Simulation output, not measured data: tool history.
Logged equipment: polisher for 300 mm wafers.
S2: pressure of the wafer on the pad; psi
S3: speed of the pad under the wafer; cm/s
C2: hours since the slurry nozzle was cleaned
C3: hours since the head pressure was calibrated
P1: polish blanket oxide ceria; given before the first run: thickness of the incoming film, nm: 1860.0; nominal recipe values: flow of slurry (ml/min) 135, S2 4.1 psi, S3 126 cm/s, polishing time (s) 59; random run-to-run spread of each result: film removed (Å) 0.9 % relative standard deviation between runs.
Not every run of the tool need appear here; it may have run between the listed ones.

run 1 day=0.225 | flow_of_slurry_(ml/min)=135 S2=4.1 S3=126 polishing_time_(s)=59 | wafers_polished_on_this_pad=378 C2=542.9 C3=918.8 | film_removed_(Å)=3695.9
run 2 day=0.458 | flow_of_slurry_(ml/min)=135 S2=4.1 S3=126 polishing_time_(s)=79 | wafers_polished_on_this_pad=419 C2=548.5 C3=924.4 | film_removed_(Å)=4952.1
run 3 day=0.588 | flow_of_slurry_(ml/min)=135 S2=4.1 S3=126 polishing_time_(s)=33 | wafers_polished_on_this_pad=442 C2=551.6 C3=927.5 | film_removed_(Å)=2102.9
run 4 day=0.825 | flow_of_slurry_(ml/min)=135 S2=4.1 S3=198 polishing_time_(s)=59 | wafers_polished_on_this_pad=484 C2=557.3 C3=933.2 | film_removed_(Å)=5941.0
run 5 day=0.979 | flow_of_slurry_(ml/min)=80 S2=4.1 S3=126 polishing_time_(s)=59 | wafers_polished_on_this_pad=512 C2=561.0 C3=936.9 | film_removed_(Å)=3308.4
run 6 day=1.192 | flow_of_slurry_(ml/min)=195 S2=4.1 S3=126 polishing_time_(s)=59 | wafers_polished_on_this_pad=549 C2=566.1 C3=942.0 | film_removed_(Å)=3953.7
run 7 day=1.388 | flow_of_slurry_(ml/min)=135 S2=4.1 S3=96 polishing_time_(s)=89 | wafers_polished_on_this_pad=584 C2=570.8 C3=946.7 | film_removed_(Å)=4324.2
run 8 day=1.638 | flow_of_slurry_(ml/min)=135 S2=1.9 S3=126 polishing_time_(s)=59 | wafers_polished_on_this_pad=628 C2=576.8 C3=952.7 | film_removed_(Å)=1722.1
run 9 day=1.867 | flow_of_slurry_(ml/min)=200 S2=4.1 S3=190 polishing_time_(s)=59 | wafers_polished_on_this_pad=669 C2=582.3 C3=958.2 | film_removed_(Å)=5985.9
run 10 day=2.071 | flow_of_slurry_(ml/min)=135 S2=4.1 S3=126 polishing_time_(s)=59 | wafers_polished_on_this_pad=705 C2=587.2 C3=963.1 | film_removed_(Å)=3744.8
run 11 day=2.200 | flow_of_slurry_(ml/min)=135 S2=4.1 S3=126 polishing_time_(s)=59 | wafers_polished_on_this_pad=727 C2=590.3 C3=966.2 | film_removed_(Å)=3728.3
run 12 day=2.358 | flow_of_slurry_(ml/min)=135 S2=2.7 S3=92 polishing_time_(s)=59 | wafers_polished_on_this_pad=755 C2=594.1 C3=970.0 | film_removed_(Å)=1789.0
run 13 day=2.500 | flow_of_slurry_(ml/min)=135 S2=4.1 S3=126 polishing_time_(s)=59 | wafers_polished_on_this_pad=781 C2=597.5 C3=973.4 | film_removed_(Å)=3736.2
-- day=2.654 worn pad replaced by a new one
run 14 day=2.750 | flow_of_slurry_(ml/min)=135 S2=6.4 S3=126 polishing_time_(s)=59 | wafers_polished_on_this_pad=17 C2=603.5 C3=979.4 | film_removed_(Å)=5730.8
run 15 day=2.917 | flow_of_slurry_(ml/min)=135 S2=4.1 S3=126 polishing_time_(s)=59 | wafers_polished_on_this_pad=46 C2=607.5 C3=983.4 | film_removed_(Å)=3749.0
run 16 day=3.083 | flow_of_slurry_(ml/min)=135 S2=4.1 S3=72 polishing_time_(s)=59 | wafers_polished_on_this_pad=75 C2=611.5 C3=987.4 | film_removed_(Å)=2170.3
run 17 day=3.225 | flow_of_slurry_(ml/min)=135 S2=4.1 S3=126 polishing_time_(s)=59 | wafers_polished_on_this_pad=101 C2=614.9 C3=990.8 | film_removed_(Å)=3739.9
run 18 day=3.462 | flow_of_slurry_(ml/min)=135 S2=4.1 S3=126 polishing_time_(s)=59 | wafers_polished_on_this_pad=143 C2=620.6 C3=996.5 | film_removed_(Å)=3766.2
run 19 day=3.592 | flow_of_slurry_(ml/min)=135 S2=4.1 S3=126 polishing_time_(s)=59 | wafers_polished_on_this_pad=165 C2=623.7 C3=999.6 | film_removed_(Å)=3754.6
run 20 day=3.738 | flow_of_slurry_(ml/min)=135 S2=4.1 S3=126 polishing_time_(s)=59 | wafers_polished_on_this_pad=191 C2=627.2 C3=1003.1 | film_removed_(Å)=3664.6
run 21 day=3.875 | flow_of_slurry_(ml/min)=135 S2=4.1 S3=126 polishing_time_(s)=59 | wafers_polished_on_this_pad=216 C2=630.5 C3=1006.4 | film_removed_(Å)=3603.3
run 22 day=3.996 | flow_of_slurry_(ml/min)=135 S2=4.1 S3=126 polishing_time_(s)=59 | wafers_polished_on_this_pad=237 C2=633.4 C3=1009.3 | film_removed_(Å)=3626.3
run 23 day=4.192 | flow_of_slurry_(ml/min)=135 S2=4.1 S3=126 polishing_time_(s)=59 | wafers_polished_on_this_pad=272 C2=638.1 C3=1014.0 | film_removed_(Å)=3551.1
-- day=4.338 worn pad replaced by a new one
run 24 day=4.404 | flow_of_slurry_(ml/min)=135 S2=4.1 S3=126 polishing_time_(s)=59 | wafers_polished_on_this_pad=12 C2=643.2 C3=1019.1 | film_removed_(Å)=3565.0
run 25 day=4.654 | flow_of_slurry_(ml/min)=135 S2=4.1 S3=126 polishing_time_(s)=59 | wafers_polished_on_this_pad=56 C2=649.2 C3=1025.1 | film_removed_(Å)=3505.5
run 26 day=4.917 | flow_of_slurry_(ml/min)=135 S2=4.1 S3=126 polishing_time_(s)=59 | wafers_polished_on_this_pad=102 C2=655.5 C3=1031.4 | film_removed_(Å)=3445.8
run 27 day=5.096 | flow_of_slurry_(ml/min)=135 S2=4.1 S3=126 polishing_time_(s)=59 | wafers_polished_on_this_pad=134 C2=659.8 C3=1035.7 | film_removed_(Å)=3512.9
run 28 day=5.292 | flow_of_slurry_(ml/min)=135 S2=4.1 S3=126 polishing_time_(s)=59 | wafers_polished_on_this_pad=169 C2=664.5 C3=1040.4 | film_removed_(Å)=3530.1
run 29 day=5.521 | flow_of_slurry_(ml/min)=135 S2=4.1 S3=126 polishing_time_(s)=59 | wafers_polished_on_this_pad=209 C2=670.0 C3=1045.9 | film_removed_(Å)=3458.9

Compared with where it was, what P1 gives has crept away. Each cause listed below fits the log as well as the rest, at the size given for it:
A: slurry flow missing at the pad, % = 27.4
B: head's pressure below its setpoint, % = 6.83
The creep began at about day 3.462.
What rules out each remaining cause:
removal rate lost through wear of the pad, %: was serviced at day 4.338, once the creep was under way, yet the earlier output never came back

4 check runs are offered, each on 3 wafers whose results are averaged, their results left as question marks. Which one tells the causes apart?
run check 1 day=5.750 | flow_of_slurry_(ml/min)=135 S2=4.1 S3=190 polishing_time_(s)=34 | film_removed_(Å)=?
run check 2 day=5.750 | flow_of_slurry_(ml/min)=135 S2=5.7 S3=126 polishing_time_(s)=59 | film_removed_(Å)=?
run check 3 day=5.750 | flow_of_slurry_(ml/min)=80 S2=4.1 S3=88 polishing_time_(s)=59 | film_removed_(Å)=?
run check 4 day=5.750 | flow_of_slurry_(ml/min)=135 S2=4.1 S3=170 polishing_time_(s)=59 | film_removed_(Å)=?

If the cause were each of the candidates in turn, the checks would give the following:
check=check_1 result=film_removed_(Å) if_A=3035.6 if_B=3035.4
check=check_2 result=film_removed_(Å) if_A=4856.5 if_B=4856.1
check=check_3 result=film_removed_(Å) if_A=2063.5 if_B=2148.5
check=check_4 result=film_removed_(Å) if_A=4713.2 if_B=4712.8
Per check, the gap between the least separated pair of causes, taken in the result that splits them most: check 1 0.01 %; check 2 0.01 %; check 3 4.04 %; check 4 0.01 %
Of the check runs offered, only check 3 discriminates between the causes; the rest would read about the same regardless of which cause applies.

Check 3 was then run and gave: film removed (Å) 2066.2. Which cause is it?

It is A: slurry flow missing at the pad, %.

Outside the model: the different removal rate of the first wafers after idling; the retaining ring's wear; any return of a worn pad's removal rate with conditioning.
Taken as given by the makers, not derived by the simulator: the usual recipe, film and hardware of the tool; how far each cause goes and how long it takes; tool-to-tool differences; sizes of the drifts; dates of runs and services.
